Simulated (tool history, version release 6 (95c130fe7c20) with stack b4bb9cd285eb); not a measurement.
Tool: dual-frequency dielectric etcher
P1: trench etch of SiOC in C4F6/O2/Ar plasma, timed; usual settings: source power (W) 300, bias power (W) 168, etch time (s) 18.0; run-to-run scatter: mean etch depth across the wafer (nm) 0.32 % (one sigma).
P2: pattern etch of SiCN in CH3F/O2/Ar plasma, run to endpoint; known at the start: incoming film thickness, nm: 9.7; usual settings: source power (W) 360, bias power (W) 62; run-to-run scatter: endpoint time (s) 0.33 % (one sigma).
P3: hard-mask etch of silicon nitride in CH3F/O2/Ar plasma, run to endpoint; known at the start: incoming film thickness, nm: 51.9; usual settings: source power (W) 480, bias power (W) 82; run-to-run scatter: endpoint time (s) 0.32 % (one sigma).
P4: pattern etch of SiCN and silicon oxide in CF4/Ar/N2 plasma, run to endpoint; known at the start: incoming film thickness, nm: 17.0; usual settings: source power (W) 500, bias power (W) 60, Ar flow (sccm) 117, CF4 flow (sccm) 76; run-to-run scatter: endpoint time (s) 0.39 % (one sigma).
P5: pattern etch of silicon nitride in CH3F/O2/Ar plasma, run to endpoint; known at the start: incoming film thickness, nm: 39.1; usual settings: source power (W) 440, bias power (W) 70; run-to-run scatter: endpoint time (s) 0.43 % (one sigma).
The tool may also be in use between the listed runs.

| run | hour | process that ran | source power (W) | bias power (W) | etch time (s) | Ar flow (sccm) | CF4 flow (sccm) | mean etch depth across the wafer (nm) | endpoint time (s) |
|---|---|---|---|---|---|---|---|---|---|
| 1 | 8.0 | P1 | 300 | 168 | 18.0 |  |  | 31.615 |  |
| 2 | 15.2 | P4 | 500 | 60 |  | 117 | 76 |  | 18.975 |
| 3 | 20.0 | P1 | 300 | 168 | 18.0 |  |  | 31.703 |  |
| 4 | 26.3 | P2 | 280 | 62 |  |  |  |  | 31.700 |
| 5 | 30.6 | P3 | 480 | 82 |  |  |  |  | 66.886 |
| 6 | 35.9 | P1 | 300 | 168 | 23.0 |  |  | 40.461 |  |
| 7 | 39.7 | P5 | 320 | 70 |  |  |  |  | 63.141 |
| 8 | 44.1 | P3 | 640 | 82 |  |  |  |  | 59.909 |
| 9 | 48.9 | P4 | 500 | 60 |  | 75 | 76 |  | 17.698 |
|  | 51.6 | source power generator calibrated |
| 10 | 55.4 | P3 | 480 | 53 |  |  |  |  | 77.451 |
| 11 | 61.6 | P1 | 370 | 168 | 22.0 |  |  | 41.816 |  |
|  | 66.3 | bias power generator calibrated |
| 12 | 67.0 | P2 | 360 | 62 |  |  |  |  | 28.882 |
| 13 | 72.1 | P1 | 300 | 218 | 18.0 |  |  | 34.601 |  |
| 14 | 76.2 | P1 | 300 | 168 | 10.0 |  |  | 17.595 |  |
| 15 | 80.1 | P5 | 440 | 70 |  |  |  |  | 56.354 |
| 16 | 87.0 | P1 | 300 | 168 | 18.0 |  |  | 31.615 |  |
| 17 | 91.8 | P2 | 360 | 74 |  |  |  |  | 27.208 |
| 18 | 100.2 | P1 | 300 | 105 | 18.0 |  |  | 27.485 |  |
| 19 | 108.3 | P1 | 170 | 168 | 18.0 |  |  | 25.410 |  |
| 20 | 113.5 | P5 | 440 | 70 |  |  |  |  | 55.772 |
| 21 | 119.8 | P4 | 340 | 60 |  | 117 | 76 |  | 26.879 |
| 22 | 124.8 | P1 | 390 | 136 | 18.0 |  |  | 32.900 |  |
| 23 | 131.9 | P5 | 440 | 52 |  |  |  |  | 61.132 |
| 24 | 138.5 | P1 | 300 | 168 | 18.0 |  |  | 31.488 |  |
| 25 | 143.6 | P1 | 300 | 129 | 24.5 |  |  | 39.399 |  |
| 26 | 149.6 | P4 | 500 | 48 |  | 117 | 76 |  | 20.266 |
| 27 | 155.6 | P4 | 500 | 60 |  | 117 | 52 |  | 20.270 |
| 28 | 162.1 | P1 | 410 | 168 | 18.0 |  |  | 35.872 |  |
| 29 | 168.7 | P1 | 300 | 168 | 18.0 |  |  | 31.602 |  |
| 30 | 173.7 | P1 | 300 | 168 | 18.0 |  |  | 31.531 |  |
| 31 | 180.0 | P1 | 300 | 168 | 18.0 |  |  | 31.477 |  |
| 32 | 186.8 | P1 | 300 | 168 | 18.0 |  |  | 31.441 |  |
| 33 | 193.3 | P1 | 300 | 168 | 18.0 |  |  | 31.213 |  |
| 34 | 197.0 | P1 | 300 | 168 | 18.0 |  |  | 31.187 |  |
|  | 197.6 | wet clean of the chamber |
| 35 | 201.8 | P1 | 300 | 168 | 18.0 |  |  | 31.163 |  |
| 36 | 209.1 | P1 | 300 | 168 | 18.0 |  |  | 31.053 |  |
| 37 | 217.5 | P1 | 300 | 168 | 18.0 |  |  | 31.158 |  |
| 38 | 221.8 | P1 | 300 | 168 | 18.0 |  |  | 31.087 |  |
| 39 | 228.7 | P1 | 300 | 168 | 18.0 |  |  | 31.252 |  |

What P1 gives has crept away from where it was. These 2 causes fit the log equally well, each at the size given:
A: bias power that arrives under what is set, % = 4.9
B: source power that arrives under what is set, % = 4.02
The creep began at about hour 168.7.
Why every other cause is out:
chamber walls in a state that lowers the etch rate, %: serviced at hour 197.6, which brought nothing back

4 check runs are offered, each on 2 wafers whose results are averaged, their results left as question marks. Which one tells the causes apart?
| check 1 | 235.6 | P2 | 360 | 62 |  |  |  |  | ? |
| check 2 | 235.6 | P5 | 440 | 70 |  |  |  |  | ? |
| check 3 | 235.6 | P3 | 480 | 82 |  |  |  |  | ? |
| check 4 | 235.6 | P4 | 500 | 60 |  | 117 | 76 |  | ? |

What each check would give under each cause:
| check | result | if A | if B |
|---|---|---|---|
| check 1 | endpoint time (s) | 29.403 | 29.354 |
| check 2 | endpoint time (s) | 56.961 | 56.889 |
| check 3 | endpoint time (s) | 68.311 | 68.182 |
| check 4 | endpoint time (s) | 19.266 | 19.658 |
How far apart the two closest causes lie, in the result that separates them most: check 1 0.17 %; check 2 0.13 %; check 3 0.19 %; check 4 2.01 %
Check 4 tells the causes apart: in the others they would give nearly the same result.

Check 4 was then run and gave: endpoint time (s) 19.698. Which cause is it?

It is B: source power that arrives under what is set, %.

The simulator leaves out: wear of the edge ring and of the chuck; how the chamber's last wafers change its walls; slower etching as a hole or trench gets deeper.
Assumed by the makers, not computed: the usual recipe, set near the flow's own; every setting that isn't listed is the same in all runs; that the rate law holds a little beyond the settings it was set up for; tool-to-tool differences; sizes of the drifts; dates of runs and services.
